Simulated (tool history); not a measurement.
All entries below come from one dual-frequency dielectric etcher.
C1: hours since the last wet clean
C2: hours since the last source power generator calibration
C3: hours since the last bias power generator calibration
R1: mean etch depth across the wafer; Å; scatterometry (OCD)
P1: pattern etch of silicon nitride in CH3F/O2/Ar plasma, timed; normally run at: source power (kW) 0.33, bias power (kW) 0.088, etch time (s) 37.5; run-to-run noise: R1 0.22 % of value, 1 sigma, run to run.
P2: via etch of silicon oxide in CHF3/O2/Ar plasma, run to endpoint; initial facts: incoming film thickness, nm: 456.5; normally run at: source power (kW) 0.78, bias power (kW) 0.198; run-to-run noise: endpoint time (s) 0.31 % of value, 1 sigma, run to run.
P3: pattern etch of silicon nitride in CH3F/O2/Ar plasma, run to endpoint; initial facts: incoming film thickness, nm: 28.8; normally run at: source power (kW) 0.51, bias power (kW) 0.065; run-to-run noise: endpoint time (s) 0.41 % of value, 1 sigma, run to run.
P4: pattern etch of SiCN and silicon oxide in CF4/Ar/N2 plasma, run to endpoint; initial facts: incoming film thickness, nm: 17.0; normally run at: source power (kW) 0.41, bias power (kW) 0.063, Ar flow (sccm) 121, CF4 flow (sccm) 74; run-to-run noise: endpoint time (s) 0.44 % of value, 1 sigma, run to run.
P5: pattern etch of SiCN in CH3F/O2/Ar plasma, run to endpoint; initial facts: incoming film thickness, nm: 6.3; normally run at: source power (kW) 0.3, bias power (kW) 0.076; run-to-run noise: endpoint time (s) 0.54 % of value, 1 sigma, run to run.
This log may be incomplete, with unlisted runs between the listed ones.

Run 1, hour 3.1: process that ran P1, source power (kW) 0.33, bias power (kW) 0.088, etch time (s) 37.5; C1 231.2; C2 489.3; C3 1847.5. Result: R1 268.87 Å.
Run 2, hour 6: process that ran P1, source power (kW) 0.33, bias power (kW) 0.088, etch time (s) 37.5; C1 234.1; C2 492.2; C3 1850.4. Result: R1 268.7 Å.
Run 3, hour 8.5: process that ran P1, source power (kW) 0.25, bias power (kW) 0.088, etch time (s) 37.5; C1 236.6; C2 494.7; C3 1852.9. Result: R1 242.76 Å.
Run 4, hour 10.9: process that ran P3, source power (kW) 0.51, bias power (kW) 0.065; C1 239; C2 497.1; C3 1855.3. Result: endpoint time (s) 40.203.
Run 5, hour 13.1: process that ran P5, source power (kW) 0.3, bias power (kW) 0.076; C1 241.2; C2 499.3; C3 1857.5. Result: endpoint time (s) 19.052.
Run 6, hour 16.2: process that ran P1, source power (kW) 0.26, bias power (kW) 0.088, etch time (s) 22; C1 244.3; C2 502.4; C3 1860.6. Result: R1 144.79 Å.
Run 7, hour 20.4: process that ran P2, source power (kW) 0.78, bias power (kW) 0.198; C1 248.5; C2 506.6; C3 1864.8. Result: endpoint time (s) 203.54.
Run 8, hour 25.1: process that ran P1, source power (kW) 0.33, bias power (kW) 0.088, etch time (s) 52.5; C1 253.2; C2 511.3; C3 1869.5. Result: R1 375.68 Å.
Run 9, hour 29.7: process that ran P1, source power (kW) 0.33, bias power (kW) 0.088, etch time (s) 37.5; C1 257.8; C2 515.9; C3 1874.1. Result: R1 269.44 Å.
Run 10, hour 32.5: process that ran P1, source power (kW) 0.39, bias power (kW) 0.088, etch time (s) 37.5; C1 260.6; C2 518.7; C3 1876.9. Result: R1 285.76 Å.
Run 11, hour 35.3: process that ran P5, source power (kW) 0.3, bias power (kW) 0.102; C1 263.4; C2 521.5; C3 1879.7. Result: endpoint time (s) 17.161.
Run 12, hour 40.2: process that ran P1, source power (kW) 0.24, bias power (kW) 0.088, etch time (s) 29.5; C1 268.3; C2 526.4; C3 1884.6. Result: R1 188.8 Å.
Run 13, hour 43.5: process that ran P2, source power (kW) 1.11, bias power (kW) 0.198; C1 271.6; C2 529.7; C3 1887.9. Result: endpoint time (s) 178.23.
Run 14, hour 46.2: process that ran P1, source power (kW) 0.33, bias power (kW) 0.068, etch time (s) 37.5; C1 274.3; C2 532.4; C3 1890.6. Result: R1 245.72 Å.
Run 15, hour 50.8: process that ran P2, source power (kW) 0.78, bias power (kW) 0.254; C1 278.9; C2 537; C3 1895.2. Result: endpoint time (s) 187.55.
Run 16, hour 53.4: process that ran P1, source power (kW) 0.33, bias power (kW) 0.109, etch time (s) 37.5; C1 281.5; C2 539.6; C3 1897.8. Result: R1 290.17 Å.
Run 17, hour 55.5: process that ran P4, source power (kW) 0.41, bias power (kW) 0.063, Ar flow (sccm) 121, CF4 flow (sccm) 74; C1 283.6; C2 541.7; C3 1899.9. Result: endpoint time (s) 23.706.
Run 18, hour 57.8: process that ran P1, source power (kW) 0.33, bias power (kW) 0.088, etch time (s) 37.5; C1 285.9; C2 544; C3 1902.2. Result: R1 268.94 Å.
Run 19, hour 62.5: process that ran P3, source power (kW) 0.51, bias power (kW) 0.04; C1 290.6; C2 548.7; C3 1906.9. Result: endpoint time (s) 46.057.
Run 20, hour 66.6: process that ran P1, source power (kW) 0.33, bias power (kW) 0.113, etch time (s) 54.5; C1 294.7; C2 552.8; C3 1911. Result: R1 428.62 Å.
Run 21, hour 71: process that ran P4, source power (kW) 0.41, bias power (kW) 0.063, Ar flow (sccm) 121, CF4 flow (sccm) 50; C1 299.1; C2 557.2; C3 1915.4. Result: endpoint time (s) 24.856.
Run 22, hour 73.7: process that ran P5, source power (kW) 0.23, bias power (kW) 0.076; C1 301.8; C2 559.9; C3 1918.1. Result: endpoint time (s) 20.916.
Run 23, hour 75.9: process that ran P1, source power (kW) 0.33, bias power (kW) 0.088, etch time (s) 37.5; C1 304; C2 562.1; C3 1920.3. Result: R1 268.11 Å.
Run 24, hour 78.5: process that ran P4, source power (kW) 0.41, bias power (kW) 0.083, Ar flow (sccm) 121, CF4 flow (sccm) 74; C1 306.6; C2 564.7; C3 1922.9. Result: endpoint time (s) 21.419.
Run 25, hour 81: process that ran P3, source power (kW) 0.39, bias power (kW) 0.065; C1 309.1; C2 567.2; C3 1925.4. Result: endpoint time (s) 44.252.
Run 26, hour 86.1: process that ran P5, source power (kW) 0.3, bias power (kW) 0.076; C1 314.2; C2 572.3; C3 1930.5. Result: endpoint time (s) 19.073.
Run 27, hour 90.9: process that ran P1, source power (kW) 0.33, bias power (kW) 0.088, etch time (s) 23; C1 319; C2 577.1; C3 1935.3. Result: R1 165.33 Å.
Run 28, hour 95: process that ran P4, source power (kW) 0.57, bias power (kW) 0.063, Ar flow (sccm) 121, CF4 flow (sccm) 74; C1 323.1; C2 581.2; C3 1939.4. Result: endpoint time (s) 17.519.
Run 29, hour 99.3: process that ran P4, source power (kW) 0.41, bias power (kW) 0.063, Ar flow (sccm) 77, CF4 flow (sccm) 74; C1 327.4; C2 585.5; C3 1943.7. Result: endpoint time (s) 21.897.
Run 30, hour 103.8: process that ran P1, source power (kW) 0.33, bias power (kW) 0.088, etch time (s) 37.5; C1 331.9; C2 590; C3 1948.2. Result: R1 269.26 Å.
Run 31, hour 107.1: process that ran P1, source power (kW) 0.33, bias power (kW) 0.088, etch time (s) 37.5; C1 335.2; C2 593.3; C3 1951.5. Result: R1 267 Å.
Run 32, hour 111.3: process that ran P1, source power (kW) 0.33, bias power (kW) 0.088, etch time (s) 37.5; C1 339.4; C2 597.5; C3 1955.7. Result: R1 267.05 Å.
Run 33, hour 115.2: process that ran P1, source power (kW) 0.33, bias power (kW) 0.088, etch time (s) 37.5; C1 343.3; C2 601.4; C3 1959.6. Result: R1 265.97 Å.
Run 34, hour 119.7: process that ran P1, source power (kW) 0.33, bias power (kW) 0.088, etch time (s) 37.5; C1 347.8; C2 605.9; C3 1964.1. Result: R1 264.57 Å.
At hour 121.1: wet clean of the chamber.
Run 35, hour 124.5: process that ran P1, source power (kW) 0.33, bias power (kW) 0.088, etch time (s) 37.5; C1 3.4; C2 610.7; C3 1968.9. Result: R1 265.57 Å.
Run 36, hour 126.7: process that ran P1, source power (kW) 0.33, bias power (kW) 0.088, etch time (s) 37.5; C1 5.6; C2 612.9; C3 1971.1. Result: R1 265.44 Å.
Run 37, hour 130.1: process that ran P1, source power (kW) 0.33, bias power (kW) 0.088, etch time (s) 37.5; C1 9; C2 616.3; C3 1974.5. Result: R1 265.1 Å.
Run 38, hour 132.3: process that ran P1, source power (kW) 0.33, bias power (kW) 0.088, etch time (s) 37.5; C1 11.2; C2 618.5; C3 1976.7. Result: R1 264.54 Å.
Run 39, hour 135: process that ran P1, source power (kW) 0.33, bias power (kW) 0.088, etch time (s) 37.5; C1 13.9; C2 621.2; C3 1979.4. Result: R1 265.39 Å.
Run 40, hour 139: process that ran P1, source power (kW) 0.33, bias power (kW) 0.088, etch time (s) 37.5; C1 17.9; C2 625.2; C3 1983.4. Result: R1 264.87 Å.
Run 41, hour 142.5: process that ran P1, source power (kW) 0.33, bias power (kW) 0.088, etch time (s) 37.5; C1 21.4; C2 628.7; C3 1986.9. Result: R1 265.6 Å.

P1 no longer gives what it gave before; its output has crept away from where it was. The following 2 causes, each at its listed size, fit the log equally well:
A: source power that arrives under what is set, % = 4.23
B: bias power that arrives under what is set, % = 4.37
Onset of the creep was near hour 103.8.
Other possible causes, and why each is ruled out:
chamber walls in a state that lowers the etch rate, %: work on it at hour 121.1, done after the drift set in, did not restore what the process gave before

Consider the 4 check runs below, whose results appear as question marks and each of which averages 3 wafers. Which one distinguishes the causes, in that each cause would give it a clearly different result?
Run check 1, hour 146: process that ran P2, source power (kW) 1.04, bias power (kW) 0.198. Result: endpoint time (s) ?.
Run check 2, hour 146: process that ran P3, source power (kW) 0.51, bias power (kW) 0.043. Result: endpoint time (s) ?.
Run check 3, hour 146: process that ran P4, source power (kW) 0.41, bias power (kW) 0.075, Ar flow (sccm) 121, CF4 flow (sccm) 51. Result: endpoint time (s) ?.
Run check 4, hour 146: process that ran P5, source power (kW) 0.3, bias power (kW) 0.094. Result: endpoint time (s) ?.

What each check would give under each cause:
  check             result    if A    if B
check 1  endpoint time (s)  185.01  184.64
check 2  endpoint time (s)  46.369  46.176
check 3  endpoint time (s)  24.319  23.811
check 4  endpoint time (s)  17.971  17.989
How far apart the two closest causes lie, in the result that separates them most: check 1 0.2 %; check 2 0.42 %; check 3 2.11 %; check 4 0.1 %
Check 3 is the one run that separates the causes; every other check would come out nearly the same whichever cause is at work.

Running check 3 produced the following: endpoint time (s) 24.231. Which one of the listed causes fits?

Of the candidate causes, it is A: source power that arrives under what is set, %.

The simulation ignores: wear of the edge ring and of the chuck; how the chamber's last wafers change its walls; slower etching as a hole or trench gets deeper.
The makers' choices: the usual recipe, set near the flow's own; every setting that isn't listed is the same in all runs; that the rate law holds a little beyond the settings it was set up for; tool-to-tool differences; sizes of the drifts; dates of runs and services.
